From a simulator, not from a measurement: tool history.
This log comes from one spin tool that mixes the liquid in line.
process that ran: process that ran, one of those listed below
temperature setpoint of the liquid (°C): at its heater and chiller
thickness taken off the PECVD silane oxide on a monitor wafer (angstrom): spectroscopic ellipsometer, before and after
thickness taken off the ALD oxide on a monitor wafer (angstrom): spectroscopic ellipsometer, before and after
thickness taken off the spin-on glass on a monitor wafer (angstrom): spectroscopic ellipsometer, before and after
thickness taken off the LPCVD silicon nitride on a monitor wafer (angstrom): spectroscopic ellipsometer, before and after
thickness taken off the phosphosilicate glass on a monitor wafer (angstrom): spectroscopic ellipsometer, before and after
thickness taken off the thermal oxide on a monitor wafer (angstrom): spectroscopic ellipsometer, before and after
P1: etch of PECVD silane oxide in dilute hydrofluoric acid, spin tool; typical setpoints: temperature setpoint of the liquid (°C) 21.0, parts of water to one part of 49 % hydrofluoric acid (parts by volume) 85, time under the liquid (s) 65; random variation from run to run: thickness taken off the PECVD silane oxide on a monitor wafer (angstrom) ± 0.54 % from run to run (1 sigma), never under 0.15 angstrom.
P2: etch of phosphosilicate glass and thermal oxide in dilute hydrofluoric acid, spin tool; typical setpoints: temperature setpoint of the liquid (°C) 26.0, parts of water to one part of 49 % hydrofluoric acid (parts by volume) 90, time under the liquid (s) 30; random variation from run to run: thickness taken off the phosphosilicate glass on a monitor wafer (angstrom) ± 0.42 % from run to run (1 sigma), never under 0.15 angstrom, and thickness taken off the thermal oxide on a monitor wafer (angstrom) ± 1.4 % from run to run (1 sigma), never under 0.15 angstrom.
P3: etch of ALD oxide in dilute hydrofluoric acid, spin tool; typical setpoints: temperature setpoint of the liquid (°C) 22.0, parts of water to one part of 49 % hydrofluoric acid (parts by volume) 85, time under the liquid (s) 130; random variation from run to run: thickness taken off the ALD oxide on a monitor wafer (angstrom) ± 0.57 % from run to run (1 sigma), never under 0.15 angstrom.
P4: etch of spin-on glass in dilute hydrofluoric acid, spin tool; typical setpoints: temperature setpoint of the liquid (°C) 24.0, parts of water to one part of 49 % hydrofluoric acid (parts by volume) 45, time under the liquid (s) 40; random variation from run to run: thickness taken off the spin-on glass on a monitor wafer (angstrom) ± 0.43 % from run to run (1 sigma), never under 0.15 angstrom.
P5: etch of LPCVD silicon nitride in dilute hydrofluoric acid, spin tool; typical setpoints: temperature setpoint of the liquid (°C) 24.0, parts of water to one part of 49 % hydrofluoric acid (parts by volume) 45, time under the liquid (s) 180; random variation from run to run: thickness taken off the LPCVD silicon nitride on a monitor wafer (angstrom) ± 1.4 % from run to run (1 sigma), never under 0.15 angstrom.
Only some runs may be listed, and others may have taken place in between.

run	hour	process that ran	temperature setpoint of the liquid (°C)	parts of water to one part of 49 % hydrofluoric acid (parts by volume)	time under the liquid (s)	hours since the thermometer was replaced	hours since the hydrofluoric acid flow meter was replaced	thickness taken off the PECVD silane oxide on a monitor wafer (angstrom)	thickness taken off the ALD oxide on a monitor wafer (angstrom)	thickness taken off the spin-on glass on a monitor wafer (angstrom)	thickness taken off the LPCVD silicon nitride on a monitor wafer (angstrom)	thickness taken off the phosphosilicate glass on a monitor wafer (angstrom)	thickness taken off the thermal oxide on a monitor wafer (angstrom)
1	7.3	P1	21.0	85	65	609.2	358.7	239.380					
2	20.0	P1	17.0	85	35	621.9	371.4	109.170					
3	30.2	P3	22.0	85	130	632.1	381.6		386.01				
4	41.1	P4	17.0	45	40	643.0	392.5			202.21			
5	53.5	P4	24.0	45	60	655.4	404.9			405.29			
6	59.7	P3	22.0	85	70	661.6	411.1		208.18				
7	73.4	P5	17.5	45	180	675.3	424.8				12.159		
8	80.5	P2	26.0	90	15	682.4	431.9					126.86	9.2194
9	87.4	P1	27.5	85	65	689.3	438.8	314.780					
10	101.3	P5	24.0	45	180	703.2	452.7				19.463		
11	107.9	P1	17.0	140	65	709.8	459.3	117.360					
12	122.3	P5	24.0	45	100	724.2	473.7				10.660		
13	136.3	P1	21.0	85	65	738.2	487.7	240.320					
14	148.3	P3	22.0	40	130	750.2	499.7		871.64				
15	157.4	P4	24.0	45	40	759.3	508.8			271.52			
16	166.9	P2	26.0	90	30	768.8	518.3					256.35	17.6460
17	173.4	P5	24.0	20	180	775.3	524.8				41.511		
18	184.3	P2	26.0	20	30	786.2	535.7					1268.60	89.3940
19	191.3	P4	24.0	75	40	793.2	542.7			157.20			
20	198.2	P1	21.0	85	65	800.1	549.6	241.950					
21	210.3	P2	31.0	90	30	812.2	561.7					307.72	21.9340
22	218.0	P3	17.0	85	130	819.9	569.4		313.77				
23	227.4	P1	21.0	85	25	829.3	578.8	93.359					
24	238.2	P1	21.0	130	125	840.1	589.6	289.830					
25	248.1	P1	21.0	135	65	850.0	599.5	142.900					
26	260.9	P1	17.0	85	65	862.8	612.3	204.020					
27	269.0	P1	21.0	85	105	870.9	620.4	389.040					
28	278.2	P2	26.0	90	30	880.1	629.6					257.35	18.0990
29	290.9	P1	21.0	85	65	892.8	642.3	241.630					
30	300.3	P1	21.0	50	65	902.2	651.7	431.140					
31	308.8	P1	21.0	85	65	910.7	660.2	241.500					
32	318.1	P1	21.0	85	65	920.0	669.5	234.550					
33	327.1	P1	21.0	85	65	929.0	678.5	232.980					
34	341.0	P1	21.0	85	65	942.9	692.4	227.350					
35	351.7	P1	21.0	85	65	953.6	703.1	229.000					
36	364.7	P1	21.0	85	65	966.6	716.1	226.800					
37	373.7	P1	21.0	85	65	975.6	725.1	225.440					
38	387.3	P1	21.0	85	65	989.2	738.7	227.270					
39	396.3	P1	21.0	85	65	998.2	747.7	223.270					
40	407.6	P1	21.0	85	65	1009.5	759.0	223.820					
41	418.3	P1	21.0	85	65	1020.2	769.7	224.180					

What P1 gives has crept off from where it sat before. The 2 causes that follow fit the log equally well, each at the size noted:
A: liquid colder than its thermometer reads (K) = 1.76
B: hydrofluoric acid flow below the setpoint (%) = 6.38
Creep in the process output first set in at about hour 308.8.

4 check runs are offered, each on 5 wafers whose results are averaged, their results left as question marks. Which one tells the causes apart?
check 1	429.0	P4	24.0	45	40					?			
check 2	429.0	P3	22.0	85	130				?				
check 3	429.0	P2	26.0	90	30							?	?
check 4	429.0	P5	24.0	45	180						?		

Expected result of each check under each candidate cause:
check	result	if A	if B
check 1	thickness taken off the spin-on glass on a monitor wafer (angstrom)	253.09	253.89
check 2	thickness taken off the ALD oxide on a monitor wafer (angstrom)	360.22	360.04
check 3	thickness taken off the phosphosilicate glass on a monitor wafer (angstrom)	238.60	237.57
check 3	thickness taken off the thermal oxide on a monitor wafer (angstrom)	16.6570	16.5850
check 4	thickness taken off the LPCVD silicon nitride on a monitor wafer (angstrom)	16.693	17.641
Minimum pairwise separation of causes per check, each pair taken at its best-separating result: check 1 0.31 %; check 2 0.05 %; check 3 0.43 %; check 4 5.53 %
Only check 4 tells the causes apart: in the others they would give nearly the same result.

With check 4 done, the readings were: thickness taken off the LPCVD silicon nitride on a monitor wafer (angstrom) 16.543. Identify which of the listed causes applies.

It is A: liquid colder than its thermometer reads (K).
